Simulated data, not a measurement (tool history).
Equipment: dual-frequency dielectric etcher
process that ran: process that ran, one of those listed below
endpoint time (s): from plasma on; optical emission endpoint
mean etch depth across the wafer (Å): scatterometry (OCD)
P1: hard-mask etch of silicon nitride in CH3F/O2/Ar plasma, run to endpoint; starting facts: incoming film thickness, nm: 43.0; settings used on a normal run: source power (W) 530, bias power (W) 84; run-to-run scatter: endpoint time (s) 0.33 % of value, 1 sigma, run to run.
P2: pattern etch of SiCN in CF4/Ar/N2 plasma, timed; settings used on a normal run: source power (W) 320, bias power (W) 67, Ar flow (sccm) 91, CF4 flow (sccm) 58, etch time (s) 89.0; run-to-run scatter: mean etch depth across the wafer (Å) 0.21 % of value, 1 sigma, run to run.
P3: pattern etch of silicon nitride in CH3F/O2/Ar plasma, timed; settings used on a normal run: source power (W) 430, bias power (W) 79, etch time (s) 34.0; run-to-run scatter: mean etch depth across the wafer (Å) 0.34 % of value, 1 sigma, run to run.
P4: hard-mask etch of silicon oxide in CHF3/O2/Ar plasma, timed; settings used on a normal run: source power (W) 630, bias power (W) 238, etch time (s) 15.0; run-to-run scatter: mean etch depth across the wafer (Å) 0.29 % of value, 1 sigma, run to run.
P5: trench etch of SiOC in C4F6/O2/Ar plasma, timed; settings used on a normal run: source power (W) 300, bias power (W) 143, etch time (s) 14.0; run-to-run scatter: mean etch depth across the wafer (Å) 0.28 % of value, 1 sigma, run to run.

run   hour  process that ran  source power (W)  bias power (W)  etch time (s)  Ar flow (sccm)  CF4 flow (sccm)  hours since the last wet clean  hours since the last source power generator calibration  hours since the last bias power generator calibration  endpoint time (s)  mean etch depth across the wafer (Å)
  1   15.7                P1               530              84                                                                           434.1                                                   1246.4                                                 2880.4             53.206
  2   29.5                P5               300             143            8.0                                                            447.9                                                   1260.2                                                 2894.2                                                   140.69
  3   43.5                P1               530              84                                                                           461.9                                                   1274.2                                                 2908.2             52.577
  4   57.1                P5               410             143           14.0                                                            475.5                                                   1287.8                                                 2921.8                                                   277.99
  5   66.2                P1               530             101                                                                           484.6                                                   1296.9                                                 2930.9             49.661
  6   75.7                P1               530              84                                                                           494.1                                                   1306.4                                                 2940.4             52.907
  7   90.1                P4               630             238            9.5                                                            508.5                                                   1320.8                                                 2954.8                                                   211.32
  8  101.0                P1               350              54                                                                           519.4                                                   1331.7                                                 2965.7             72.032
  9  110.7                P5               300             143           14.0                                                            529.1                                                   1341.4                                                 2975.4                                                   245.48
 10  122.0                P2               320              67           89.0              91               75                           540.4                                                   1352.7                                                 2986.7                                                   572.48
 11  136.0                P2               320              67          112.5              91               58                           554.4                                                   1366.7                                                 3000.7                                                   697.46
 12  150.9                P2               240              67           89.0              91               58                           569.3                                                   1381.6                                                 3015.6                                                   428.64
 13  164.1                P4               630             138           15.0                                                            582.5                                                   1394.8                                                 3028.8                                                   278.98
 14  178.3                P4               390             238           15.0                                                            596.7                                                   1409.0                                                 3043.0                                                   280.00
 15  189.1                P1               530              84                                                                           607.5                                                   1419.8                                                 3053.8             52.778
 16  197.4                P3               430              57           34.0                                                            615.8                                                   1428.1                                                 3062.1                                                   227.85
 17  208.7                P3               430              79           18.5                                                            627.1                                                   1439.4                                                 3073.4                                                   139.08
 18  216.6                P2               320              67           89.0             113               58                           635.0                                                   1447.3                                                 3081.3                                                   532.29
 19  231.2                P2               320              52           89.0              91               58                           649.6                                                   1461.9                                                 3095.9                                                   505.58
 20  242.7                P4               630             238           15.0                                                            661.1                                                   1473.4                                                 3107.4                                                   332.70
 21  256.4                P3               610              79           34.0                                                            674.8                                                   1487.1                                                 3121.1                                                   291.49
 22  272.2                P1               530              84                                                                           690.6                                                   1502.9                                                 3136.9             52.849
 23  279.5                P1               530              84                                                                           697.9                                                   1510.2                                                 3144.2             52.942
 24  293.4                P1               340              84                                                                           711.8                                                   1524.1                                                 3158.1             62.592
 25  302.6                P1               530              84                                                                           721.0                                                   1533.3                                                 3167.3             52.975
 26  316.6                P5               300             143           14.0                                                            735.0                                                   1547.3                                                 3181.3                                                   244.45
 27  332.8                P3               430              79           34.0                                                            751.2                                                   1563.5                                                 3197.5                                                   255.97
 28  339.9                P2               320              67           89.0              91               58                           758.3                                                   1570.6                                                 3204.6                                                   551.07
 29  355.3                P5               300              87           14.0                                                            773.7                                                   1586.0                                                 3220.0                                                   211.44
 30  365.0                P1               530              56                                                                           783.4                                                   1595.7                                                 3229.7             60.477
 31  373.9                P1               740              84                                                                           792.3                                                   1604.6                                                 3238.6             46.874
 32  390.2                P1               530              84                                                                           808.6                                                   1620.9                                                 3254.9             52.879
 33  404.4                P1               530              84                                                                           822.8                                                   1635.1                                                 3269.1             52.634
 34  415.5                P1               530              84                                                                           833.9                                                   1646.2                                                 3280.2             52.301
 35  424.5                P1               530              84                                                                           842.9                                                   1655.2                                                 3289.2             52.097
 36  438.5                P1               530              84                                                                           856.9                                                   1669.2                                                 3303.2             51.992
     446.2  -- wet clean of the chamber
 37  449.5                P1               530              84                                                                             3.4                                                   1680.2                                                 3314.2             52.189
 38  465.1                P1               530              84                                                                            19.0                                                   1695.8                                                 3329.8             52.085
 39  476.8                P1               530              84                                                                            30.7                                                   1707.5                                                 3341.5             52.347
 40  486.7                P1               530              84                                                                            40.6                                                   1717.4                                                 3351.4             52.122
 41  499.9                P1               530              84                                                                            53.8                                                   1730.6                                                 3364.6             52.064

What P1 gives has crept off from where it sat before. The 2 causes that follow fit the log equally well, each at the size noted:
A: bias power that arrives over what is set, % = 4.9
B: source power that arrives over what is set, % = 4.51
The process output started creeping at around hour 390.2.
Each remaining cause and why it is not a fit:
chamber walls in a state that raises the etch rate, %: was serviced at hour 446.2, once the creep was under way, yet the earlier output never came back

The check runs listed below each take one wafer, and their results are still question marks. Under which run would the listed causes lead to clearly different results?
check 1  513.1                P3               590              79           20.0                                                                                                                                                                                                                                         ?
check 2  513.1                P4               630             195           10.5                                                                                                                                                                                                                                         ?
check 3  513.1                P5               380             143           10.0                                                                                                                                                                                                                                         ?
check 4  513.1                P2               320              67           89.0              91               75                                                                                                                                                                                                        ?

What each check would give under each cause:
  check                                result    if A    if B
check 1  mean etch depth across the wafer (Å)  172.48  172.56
check 2  mean etch depth across the wafer (Å)  222.04  222.14
check 3  mean etch depth across the wafer (Å)  195.08  195.64
check 4  mean etch depth across the wafer (Å)  582.41  595.60
Smallest distance between any two causes, each pair judged by its most separating result, in per cent: check 1 0.05 %; check 2 0.05 %; check 3 0.29 %; check 4 2.24 %
Of the check runs offered, only check 4 discriminates between the causes; the rest would read about the same regardless of which cause applies.

The results of check 4 are: mean etch depth across the wafer (Å) 594.75. Based on these, which of the listed causes is it?

The correct cause is B, namely: source power that arrives over what is set, %.
